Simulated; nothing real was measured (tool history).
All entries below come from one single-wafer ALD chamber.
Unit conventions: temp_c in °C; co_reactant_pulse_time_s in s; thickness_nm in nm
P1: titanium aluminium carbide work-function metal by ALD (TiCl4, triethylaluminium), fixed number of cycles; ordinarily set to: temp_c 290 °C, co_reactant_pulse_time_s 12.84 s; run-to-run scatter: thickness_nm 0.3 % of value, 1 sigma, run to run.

Run 1, hour 4.7: temp_c 290 °C, co_reactant_pulse_time_s 12.84 s. Result: thickness_nm 1.9418 nm.
Run 2, hour 8.4: temp_c 309 °C, co_reactant_pulse_time_s 18.65 s. Result: thickness_nm 2.1100 nm.
Run 3, hour 15.5: temp_c 290 °C, co_reactant_pulse_time_s 4.44 s. Result: thickness_nm 1.5376 nm.
Run 4, hour 19.3: temp_c 268 °C, co_reactant_pulse_time_s 16.70 s. Result: thickness_nm 1.7639 nm.
Run 5, hour 25.4: temp_c 269 °C, co_reactant_pulse_time_s 6.84 s. Result: thickness_nm 1.6002 nm.
Run 6, hour 30.7: temp_c 290 °C, co_reactant_pulse_time_s 12.84 s. Result: thickness_nm 1.9358 nm.
Run 7, hour 35.4: temp_c 290 °C, co_reactant_pulse_time_s 12.84 s. Result: thickness_nm 1.9344 nm.
Run 8, hour 41.2: temp_c 290 °C, co_reactant_pulse_time_s 20.92 s. Result: thickness_nm 1.9581 nm.
Run 9, hour 45.8: temp_c 276 °C, co_reactant_pulse_time_s 12.84 s. Result: thickness_nm 1.8111 nm.
Run 10, hour 53.0: temp_c 314 °C, co_reactant_pulse_time_s 12.84 s. Result: thickness_nm 2.1494 nm.
Run 11, hour 56.8: temp_c 290 °C, co_reactant_pulse_time_s 12.84 s. Result: thickness_nm 1.9347 nm.
Run 12, hour 60.0: temp_c 290 °C, co_reactant_pulse_time_s 12.84 s. Result: thickness_nm 1.9294 nm.
Run 13, hour 65.2: temp_c 290 °C, co_reactant_pulse_time_s 12.84 s. Result: thickness_nm 1.9278 nm.
Run 14, hour 69.8: temp_c 290 °C, co_reactant_pulse_time_s 12.84 s. Result: thickness_nm 1.9295 nm.
Run 15, hour 75.8: temp_c 290 °C, co_reactant_pulse_time_s 12.84 s. Result: thickness_nm 1.9107 nm.
Run 16, hour 81.8: temp_c 290 °C, co_reactant_pulse_time_s 12.84 s. Result: thickness_nm 1.9145 nm.
Run 17, hour 85.4: temp_c 290 °C, co_reactant_pulse_time_s 12.84 s. Result: thickness_nm 1.9092 nm.
Run 18, hour 90.3: temp_c 290 °C, co_reactant_pulse_time_s 12.84 s. Result: thickness_nm 1.9002 nm.
Run 19, hour 94.2: temp_c 290 °C, co_reactant_pulse_time_s 12.84 s. Result: thickness_nm 1.9003 nm.
Run 20, hour 100.1: temp_c 290 °C, co_reactant_pulse_time_s 12.84 s. Result: thickness_nm 1.8979 nm.
Run 21, hour 104.5: temp_c 290 °C, co_reactant_pulse_time_s 12.84 s. Result: thickness_nm 1.8990 nm.
Run 22, hour 110.9: temp_c 290 °C, co_reactant_pulse_time_s 12.84 s. Result: thickness_nm 1.9025 nm.
Run 23, hour 115.8: temp_c 290 °C, co_reactant_pulse_time_s 12.84 s. Result: thickness_nm 1.8952 nm.

Compared with where it was, what P1 gives has crept away. Each cause listed below fits the log as well as the rest, at the size given for it:
A: wafer temperature below the value expected at the setpoint (K) = 3.66
B: triethylaluminium dose below that of a fresh bottle (%) = 19.4
The onset of the drift is placed at about hour 60.0.

Of the 4 check runs listed below, each run on one wafer and each result written as a question mark, which would let you distinguish the listed causes because they would give clearly different results?
Run check 1, hour 120.7: temp_c 281 °C, co_reactant_pulse_time_s 12.84 s. Result: thickness_nm ?.
Run check 2, hour 120.7: temp_c 280 °C, co_reactant_pulse_time_s 12.84 s. Result: thickness_nm ?.
Run check 3, hour 120.7: temp_c 290 °C, co_reactant_pulse_time_s 4.82 s. Result: thickness_nm ?.
Run check 4, hour 120.7: temp_c 312 °C, co_reactant_pulse_time_s 12.84 s. Result: thickness_nm ?.

Expected result of each check under each candidate cause:
  check        result    if A    if B
check 1  thickness_nm  1.8246  1.8256
check 2  thickness_nm  1.8160  1.8171
check 3  thickness_nm  1.5600  1.4447
check 4  thickness_nm  2.0951  2.0925
Distance between the nearest two causes, measured in the result of the check that separates them most: check 1 0.05 %; check 2 0.06 %; check 3 7.67 %; check 4 0.12 %
Check 3 distinguishes between the causes, while the remaining checks would return nearly the same result for all of them.

Check 3 was carried out, with these results: thickness_nm 1.4361 nm. Which of the listed causes is responsible?

B is the cause: triethylaluminium dose below that of a fresh bottle (%).

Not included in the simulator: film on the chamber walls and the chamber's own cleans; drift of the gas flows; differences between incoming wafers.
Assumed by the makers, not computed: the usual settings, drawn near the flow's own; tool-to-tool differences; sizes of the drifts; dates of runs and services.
